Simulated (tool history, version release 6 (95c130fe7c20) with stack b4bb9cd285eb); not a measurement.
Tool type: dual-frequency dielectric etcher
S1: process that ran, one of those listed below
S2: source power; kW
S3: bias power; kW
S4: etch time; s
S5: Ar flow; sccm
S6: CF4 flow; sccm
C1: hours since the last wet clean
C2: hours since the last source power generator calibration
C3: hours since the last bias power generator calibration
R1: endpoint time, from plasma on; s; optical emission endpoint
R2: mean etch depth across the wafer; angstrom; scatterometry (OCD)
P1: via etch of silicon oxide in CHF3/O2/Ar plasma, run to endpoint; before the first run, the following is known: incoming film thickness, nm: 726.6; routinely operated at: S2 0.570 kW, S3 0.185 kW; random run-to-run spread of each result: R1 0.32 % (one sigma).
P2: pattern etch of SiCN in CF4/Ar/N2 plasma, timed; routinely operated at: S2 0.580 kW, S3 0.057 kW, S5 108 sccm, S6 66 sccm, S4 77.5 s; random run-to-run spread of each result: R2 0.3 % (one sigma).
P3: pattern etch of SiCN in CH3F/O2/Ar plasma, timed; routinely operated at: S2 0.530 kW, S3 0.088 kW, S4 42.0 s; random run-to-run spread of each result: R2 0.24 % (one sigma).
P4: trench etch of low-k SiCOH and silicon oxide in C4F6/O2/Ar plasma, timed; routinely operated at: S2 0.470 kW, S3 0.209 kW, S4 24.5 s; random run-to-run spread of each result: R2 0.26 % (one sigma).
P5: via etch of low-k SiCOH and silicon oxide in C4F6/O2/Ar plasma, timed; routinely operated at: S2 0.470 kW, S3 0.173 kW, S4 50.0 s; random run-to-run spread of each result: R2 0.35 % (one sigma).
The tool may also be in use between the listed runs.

| run | hour | S1 | S2 | S3 | S4 | S5 | S6 | C1 | C2 | C3 | R1 | R2 |
|---|---|---|---|---|---|---|---|---|---|---|---|---|
| 1 | 12.4 | P1 | 0.570 | 0.185 |  |  |  | 198.1 | 836.7 | 1114.7 | 364.52 |  |
| 2 | 24.8 | P5 | 0.470 | 0.173 | 50.0 |  |  | 210.5 | 849.1 | 1127.1 |  | 1473.50 |
| 3 | 37.2 | P1 | 0.570 | 0.185 |  |  |  | 222.9 | 861.5 | 1139.5 | 361.87 |  |
|  | 39.8 | bias power generator calibrated |
| 4 | 45.8 | P2 | 0.580 | 0.057 | 77.5 | 108 | 92 | 231.5 | 870.1 | 6.1 |  | 802.23 |
| 5 | 57.0 | P4 | 0.470 | 0.167 | 24.5 |  |  | 242.7 | 881.3 | 17.3 |  | 809.37 |
| 6 | 70.6 | P3 | 0.530 | 0.088 | 53.5 |  |  | 256.3 | 894.9 | 30.9 |  | 234.54 |
| 7 | 82.3 | P4 | 0.470 | 0.209 | 24.5 |  |  | 268.0 | 906.6 | 42.6 |  | 867.50 |
| 8 | 94.0 | P1 | 0.380 | 0.233 |  |  |  | 279.7 | 918.3 | 54.3 | 389.04 |  |
| 9 | 105.8 | P2 | 0.580 | 0.038 | 77.5 | 108 | 66 | 291.5 | 930.1 | 66.1 |  | 670.80 |
| 10 | 114.2 | P5 | 0.660 | 0.173 | 50.0 |  |  | 299.9 | 938.5 | 74.5 |  | 1676.90 |
| 11 | 128.5 | P2 | 0.580 | 0.057 | 77.5 | 137 | 66 | 314.2 | 952.8 | 88.8 |  | 729.48 |
| 12 | 140.3 | P4 | 0.280 | 0.209 | 24.5 |  |  | 326.0 | 964.6 | 100.6 |  | 710.33 |
| 13 | 149.4 | P3 | 0.530 | 0.088 | 42.0 |  |  | 335.1 | 973.7 | 109.7 |  | 183.81 |
| 14 | 160.6 | P4 | 0.470 | 0.209 | 13.5 |  |  | 346.3 | 984.9 | 120.9 |  | 478.44 |
| 15 | 170.3 | P1 | 0.570 | 0.185 |  |  |  | 356.0 | 994.6 | 130.6 | 360.11 |  |
| 16 | 178.3 | P3 | 0.310 | 0.088 | 42.0 |  |  | 364.0 | 1002.6 | 138.6 |  | 151.67 |
| 17 | 191.0 | P1 | 0.370 | 0.185 |  |  |  | 376.7 | 1015.3 | 151.3 | 426.44 |  |
| 18 | 198.8 | P1 | 0.570 | 0.257 |  |  |  | 384.5 | 1023.1 | 159.1 | 324.17 |  |
| 19 | 214.1 | P2 | 0.750 | 0.057 | 77.5 | 108 | 66 | 399.8 | 1038.4 | 174.4 |  | 954.78 |
| 20 | 226.1 | P5 | 0.470 | 0.173 | 50.0 |  |  | 411.8 | 1050.4 | 186.4 |  | 1474.50 |
| 21 | 241.3 | P5 | 0.470 | 0.221 | 50.0 |  |  | 427.0 | 1065.6 | 201.6 |  | 1589.30 |
| 22 | 256.1 | P3 | 0.530 | 0.052 | 42.0 |  |  | 441.8 | 1080.4 | 216.4 |  | 154.23 |
| 23 | 267.8 | P2 | 0.580 | 0.057 | 77.5 | 108 | 66 | 453.5 | 1092.1 | 228.1 |  | 764.37 |
| 24 | 283.6 | P5 | 0.470 | 0.173 | 69.5 |  |  | 469.3 | 1107.9 | 243.9 |  | 2032.00 |
|  | 285.6 | source power generator calibrated |
| 25 | 295.0 | P1 | 0.570 | 0.139 |  |  |  | 480.7 | 9.5 | 255.3 | 399.39 |  |
| 26 | 309.8 | P3 | 0.530 | 0.088 | 42.0 |  |  | 495.5 | 24.3 | 270.1 |  | 184.98 |
| 27 | 320.4 | P1 | 0.570 | 0.185 |  |  |  | 506.1 | 34.9 | 280.7 | 361.02 |  |
| 28 | 329.3 | P1 | 0.570 | 0.185 |  |  |  | 515.0 | 43.8 | 289.6 | 362.45 |  |
| 29 | 344.9 | P1 | 0.700 | 0.185 |  |  |  | 530.6 | 59.4 | 305.2 | 335.10 |  |
| 30 | 357.1 | P2 | 0.580 | 0.057 | 42.5 | 108 | 66 | 542.8 | 71.6 | 317.4 |  | 418.30 |
| 31 | 367.5 | P4 | 0.470 | 0.209 | 24.5 |  |  | 553.2 | 82.0 | 327.8 |  | 871.49 |
| 32 | 379.2 | P1 | 0.430 | 0.139 |  |  |  | 564.9 | 93.7 | 339.5 | 446.44 |  |
| 33 | 388.6 | P1 | 0.570 | 0.185 |  |  |  | 574.3 | 103.1 | 348.9 | 361.91 |  |
| 34 | 395.9 | P1 | 0.570 | 0.185 |  |  |  | 581.6 | 110.4 | 356.2 | 363.18 |  |
| 35 | 407.8 | P1 | 0.570 | 0.185 |  |  |  | 593.5 | 122.3 | 368.1 | 358.97 |  |
| 36 | 416.7 | P1 | 0.570 | 0.185 |  |  |  | 602.4 | 131.2 | 377.0 | 357.71 |  |
| 37 | 427.6 | P1 | 0.570 | 0.185 |  |  |  | 613.3 | 142.1 | 387.9 | 358.54 |  |
| 38 | 439.2 | P1 | 0.570 | 0.185 |  |  |  | 624.9 | 153.7 | 399.5 | 356.65 |  |
| 39 | 446.9 | P1 | 0.570 | 0.185 |  |  |  | 632.6 | 161.4 | 407.2 | 356.07 |  |
|  | 448.6 | wet clean of the chamber |
| 40 | 458.5 | P1 | 0.570 | 0.185 |  |  |  | 10.0 | 173.0 | 418.8 | 356.61 |  |
| 41 | 473.5 | P1 | 0.570 | 0.185 |  |  |  | 25.0 | 188.0 | 433.8 | 356.53 |  |

Compared with where it was, what P1 gives has crept away. Each cause listed below fits the log as well as the rest, at the size given for it:
A: bias power that arrives over what is set, % = 4.76
B: source power that arrives over what is set, % = 4.24
The drift started at roughly hour 395.9.
Excluded causes, each with its reason:
chamber walls in a state that raises the etch rate, %: serviced at hour 448.6, after the drift had started, without restoring the earlier output

4 check runs are offered, one wafer each, their results left as question marks. Which one tells the causes apart?
| check 1 | 488.5 | P2 | 0.580 | 0.057 | 77.5 | 108 | 87 |  |  |  |  | ? |
| check 2 | 488.5 | P5 | 0.650 | 0.173 | 64.5 |  |  |  |  |  |  | ? |
| check 3 | 488.5 | P3 | 0.330 | 0.056 | 42.0 |  |  |  |  |  |  | ? |
| check 4 | 488.5 | P4 | 0.310 | 0.209 | 24.5 |  |  |  |  |  |  | ? |

What every check run would give for each of its results, assuming each possible cause in turn:
| check | result | if A | if B |
|---|---|---|---|
| check 1 | R2 | 810.76 | 828.94 |
| check 2 | R2 | 2179.40 | 2184.50 |
| check 3 | R2 | 133.91 | 133.91 |
| check 4 | R2 | 752.10 | 752.44 |
Per-check spread between the two closest causes, in the result where they differ most: check 1 2.22 %; check 2 0.23 %; check 3 0 %; check 4 0.05 %
The other checks would show nearly matching results whichever cause is true, so check 1 is the only one that separates the causes.

Check 1 was carried out, with these results: R2 809.50 angstrom. Which of the listed causes is responsible?

A is the cause: bias power that arrives over what is set, %.
